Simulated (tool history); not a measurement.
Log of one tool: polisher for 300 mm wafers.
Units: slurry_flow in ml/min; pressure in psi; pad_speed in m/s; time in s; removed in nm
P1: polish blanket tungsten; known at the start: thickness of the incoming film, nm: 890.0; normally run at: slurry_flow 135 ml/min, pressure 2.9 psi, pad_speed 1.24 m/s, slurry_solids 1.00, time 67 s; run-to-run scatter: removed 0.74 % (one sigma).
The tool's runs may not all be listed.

run   hour  slurry_flow  pressure  pad_speed  slurry_solids  time  wafers polished on this pad  hours since the slurry nozzle was cleaned  hours since the head pressure was calibrated  hours since the slurry blender was calibrated  hours since the slurry got fresh peroxide  removed
  1   10.7          135       2.9       1.24           1.00    67                          574                                      322.5                                         263.5                                          185.2                                       74.7   263.39
  2   23.3          135       2.9       1.24           1.00    32                          681                                      335.1                                         276.1                                          197.8                                       87.3   127.15
  3   32.4          135       2.1       1.24           1.00    67                          758                                      344.2                                         285.2                                          206.9                                       96.4   191.06
  4   39.8          135       2.9       1.24           1.00    67                          820                                      351.6                                         292.6                                          214.3                                      103.8   265.64
  5   45.8          135       2.9       1.24           1.00   104                          871                                      357.6                                         298.6                                          220.3                                      109.8   405.31
  6   53.2           85       2.9       1.24           1.00    67                          933                                      365.0                                         306.0                                          227.7                                      117.2   237.60
  7   60.5          135       2.9       1.24           1.00    67                          995                                      372.3                                         313.3                                          235.0                                      124.5   261.50
  8   68.6          135       2.9       1.58           1.00    67                         1063                                      380.4                                         321.4                                          243.1                                      132.6   330.34
  9   74.3          135       2.9       1.24           1.00    67                         1111                                      386.1                                         327.1                                          248.8                                      138.3   266.25
 10   82.3          135       2.9       1.24           1.00    67                         1179                                      394.1                                         335.1                                          256.8                                      146.3   266.34
 11   93.6          135       2.9       1.24           0.55    67                         1274                                      405.4                                         346.4                                          268.1                                      157.6   230.16
 12   99.8          135       2.9       0.56           1.00    67                         1327                                      411.6                                         352.6                                          274.3                                      163.8   120.14
 13  108.5          135       4.0       1.24           1.00    67                         1400                                      420.3                                         361.3                                          283.0                                      172.5   364.89
 14  114.4          135       2.9       1.24           0.60   102                         1450                                      426.2                                         367.2                                          288.9                                      178.4   355.88
 15  126.7          135       2.9       1.24           1.00    67                         1554                                      438.5                                         379.5                                          301.2                                      190.7   265.25
 16  139.2          135       2.9       1.24           1.25    34                         1659                                      451.0                                         392.0                                          313.7                                      203.2   143.35
 17  151.6          200       2.9       1.24           1.00    67                         1764                                      463.4                                         404.4                                          326.1                                      215.6   283.57
 18  160.5          135       2.9       1.24           1.50    67                         1839                                      472.3                                         413.3                                          335.0                                      224.5   287.58
 19  171.7           95       4.2       1.24           1.00    67                         1934                                      483.5                                         424.5                                          346.2                                      235.7   350.74
 20  180.2          135       2.9       1.24           1.00    67                         2006                                      492.0                                         433.0                                          354.7                                      244.2   261.44
 21  186.2          135       2.9       1.24           1.00    67                         2056                                      498.0                                         439.0                                          360.7                                      250.2   256.98
 22  198.0          135       2.9       1.24           1.00    67                         2156                                      509.8                                         450.8                                          372.5                                      262.0   249.48

Forecast run 23:
 23  206.6          135       2.9       1.24           1.00    67                         2229                                      518.4                                         459.4                                          381.1                                      270.6        ?

{"run 23": {"removed": 245.77}}
